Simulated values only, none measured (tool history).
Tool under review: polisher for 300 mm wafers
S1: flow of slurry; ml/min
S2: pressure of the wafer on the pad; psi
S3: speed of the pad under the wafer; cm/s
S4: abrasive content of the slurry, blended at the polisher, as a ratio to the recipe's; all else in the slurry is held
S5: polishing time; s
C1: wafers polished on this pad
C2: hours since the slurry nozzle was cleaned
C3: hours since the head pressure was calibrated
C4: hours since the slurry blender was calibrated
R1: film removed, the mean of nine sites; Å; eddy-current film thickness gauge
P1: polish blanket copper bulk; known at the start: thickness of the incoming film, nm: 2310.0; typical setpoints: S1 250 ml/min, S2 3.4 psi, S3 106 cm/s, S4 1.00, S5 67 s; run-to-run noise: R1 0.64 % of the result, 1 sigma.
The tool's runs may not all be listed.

run 1 hour=12.6 | S1=250 S2=3.4 S3=106 S4=1.00 S5=67 | C1=609 C2=213.7 C3=382.3 C4=115.5 | R1=9438.9
run 2 hour=28.3 | S1=400 S2=3.4 S3=106 S4=1.00 S5=67 | C1=803 C2=229.4 C3=398.0 C4=131.2 | R1=9813.0
run 3 hour=41.0 | S1=160 S2=3.4 S3=106 S4=1.00 S5=67 | C1=959 C2=242.1 C3=410.7 C4=143.9 | R1=8817.4
run 4 hour=55.4 | S1=250 S2=3.4 S3=70 S4=0.70 S5=67 | C1=1136 C2=256.5 C3=425.1 C4=158.3 | R1=5758.0
run 5 hour=64.1 | S1=250 S2=4.8 S3=106 S4=1.00 S5=67 | C1=1243 C2=265.2 C3=433.8 C4=167.0 | R1=13208.0
run 6 hour=76.3 | S1=250 S2=3.4 S3=106 S4=1.00 S5=67 | C1=1394 C2=277.4 C3=446.0 C4=179.2 | R1=9329.0
run 7 hour=88.7 | S1=250 S2=3.4 S3=62 S4=1.00 S5=67 | C1=1546 C2=289.8 C3=458.4 C4=191.6 | R1=5499.9
run 8 hour=103.5 | S1=250 S2=3.4 S3=106 S4=1.00 S5=67 | C1=1728 C2=304.6 C3=473.2 C4=206.4 | R1=9388.9
-- hour=109.6 worn pad replaced by a new one
run 9 hour=116.9 | S1=250 S2=3.4 S3=106 S4=1.45 S5=67 | C1=90 C2=318.0 C3=486.6 C4=219.8 | R1=10283.0
-- hour=124.8 slurry nozzle cleaned
run 10 hour=127.3 | S1=250 S2=3.4 S3=106 S4=1.00 S5=91 | C1=218 C2=2.5 C3=497.0 C4=230.2 | R1=12721.0
run 11 hour=144.4 | S1=250 S2=3.4 S3=162 S4=1.00 S5=67 | C1=428 C2=19.6 C3=514.1 C4=247.3 | R1=14327.0
run 12 hour=153.0 | S1=250 S2=3.4 S3=106 S4=1.00 S5=67 | C1=534 C2=28.2 C3=522.7 C4=255.9 | R1=9368.5
run 13 hour=167.2 | S1=250 S2=1.5 S3=106 S4=1.00 S5=67 | C1=709 C2=42.4 C3=536.9 C4=270.1 | R1=4150.5
run 14 hour=175.6 | S1=250 S2=3.4 S3=106 S4=1.00 S5=34 | C1=812 C2=50.8 C3=545.3 C4=278.5 | R1=4745.9
run 15 hour=192.1 | S1=250 S2=4.3 S3=158 S4=1.00 S5=67 | C1=1016 C2=67.3 C3=561.8 C4=295.0 | R1=17471.0
run 16 hour=204.9 | S1=250 S2=3.4 S3=106 S4=0.60 S5=67 | C1=1173 C2=80.1 C3=574.6 C4=307.8 | R1=8405.7
run 17 hour=216.6 | S1=250 S2=3.4 S3=82 S4=1.00 S5=48 | C1=1317 C2=91.8 C3=586.3 C4=319.5 | R1=5214.4
run 18 hour=230.2 | S1=250 S2=3.4 S3=106 S4=1.00 S5=67 | C1=1485 C2=105.4 C3=599.9 C4=333.1 | R1=9320.9
run 19 hour=238.4 | S1=250 S2=3.4 S3=106 S4=1.00 S5=67 | C1=1586 C2=113.6 C3=608.1 C4=341.3 | R1=9280.0
run 20 hour=246.6 | S1=250 S2=3.4 S3=106 S4=1.00 S5=67 | C1=1687 C2=121.8 C3=616.3 C4=349.5 | R1=9084.2
run 21 hour=259.2 | S1=250 S2=3.4 S3=106 S4=1.00 S5=67 | C1=1842 C2=134.4 C3=628.9 C4=362.1 | R1=8991.2
-- hour=262.6 worn pad replaced by a new one
-- hour=271.0 slurry blender recalibrated
run 22 hour=276.3 | S1=250 S2=3.4 S3=106 S4=1.00 S5=67 | C1=169 C2=151.5 C3=646.0 C4=5.3 | R1=8949.6
run 23 hour=285.3 | S1=250 S2=3.4 S3=106 S4=1.00 S5=67 | C1=280 C2=160.5 C3=655.0 C4=14.3 | R1=8777.4
run 24 hour=296.1 | S1=250 S2=3.4 S3=106 S4=1.00 S5=67 | C1=413 C2=171.3 C3=665.8 C4=25.1 | R1=8862.1
run 25 hour=310.6 | S1=250 S2=3.4 S3=106 S4=1.00 S5=67 | C1=591 C2=185.8 C3=680.3 C4=39.6 | R1=8800.5

What P1 gives has crept away from where it was. These 2 causes fit the log equally well, each at the size given:
A: slurry flow missing at the pad, % = 38.4
B: head's pressure below its setpoint, % = 6.41
The creep began at about hour 230.2.
All other causes, with the reason each is excluded:
removal rate lost through wear of the pad, %: work on it at hour 262.6, done after the drift set in, did not restore what the process gave before
abrasive missing from the slurry, %: work on it at hour 271.0, done after the drift set in, did not restore what the process gave before

Of the 4 check runs below, each run on 3 wafers with the results averaged and each result still a question mark, which one would tell the listed causes apart?
run check 1 hour=325.1 | S1=250 S2=3.4 S3=106 S4=1.45 S5=36 | R1=?
run check 2 hour=325.1 | S1=165 S2=1.5 S3=106 S4=1.00 S5=67 | R1=?
run check 3 hour=325.1 | S1=250 S2=1.6 S3=106 S4=0.70 S5=67 | R1=?
run check 4 hour=325.1 | S1=250 S2=3.4 S3=106 S4=1.20 S5=40 | R1=?

Predicted outcomes, by check and by cause:
check=check_1 result=R1 if_A=5107.7 if_B=5107.2
check=check_2 result=R1 if_A=3548.4 if_B=3659.6
check=check_3 result=R1 if_A=3826.7 if_B=3826.4
check=check_4 result=R1 if_A=5442.5 if_B=5442.0
Minimum pairwise separation of causes per check, each pair taken at its best-separating result: check 1 0.01 %; check 2 3.09 %; check 3 0.01 %; check 4 0.01 %
Only in check 2 would the causes give clearly different results; in the remaining checks their results would be nearly the same.

Check 2 has now been run. It gave: R1 3554.0 Å. Which of the candidate causes is it?

The cause is A: slurry flow missing at the pad, %.

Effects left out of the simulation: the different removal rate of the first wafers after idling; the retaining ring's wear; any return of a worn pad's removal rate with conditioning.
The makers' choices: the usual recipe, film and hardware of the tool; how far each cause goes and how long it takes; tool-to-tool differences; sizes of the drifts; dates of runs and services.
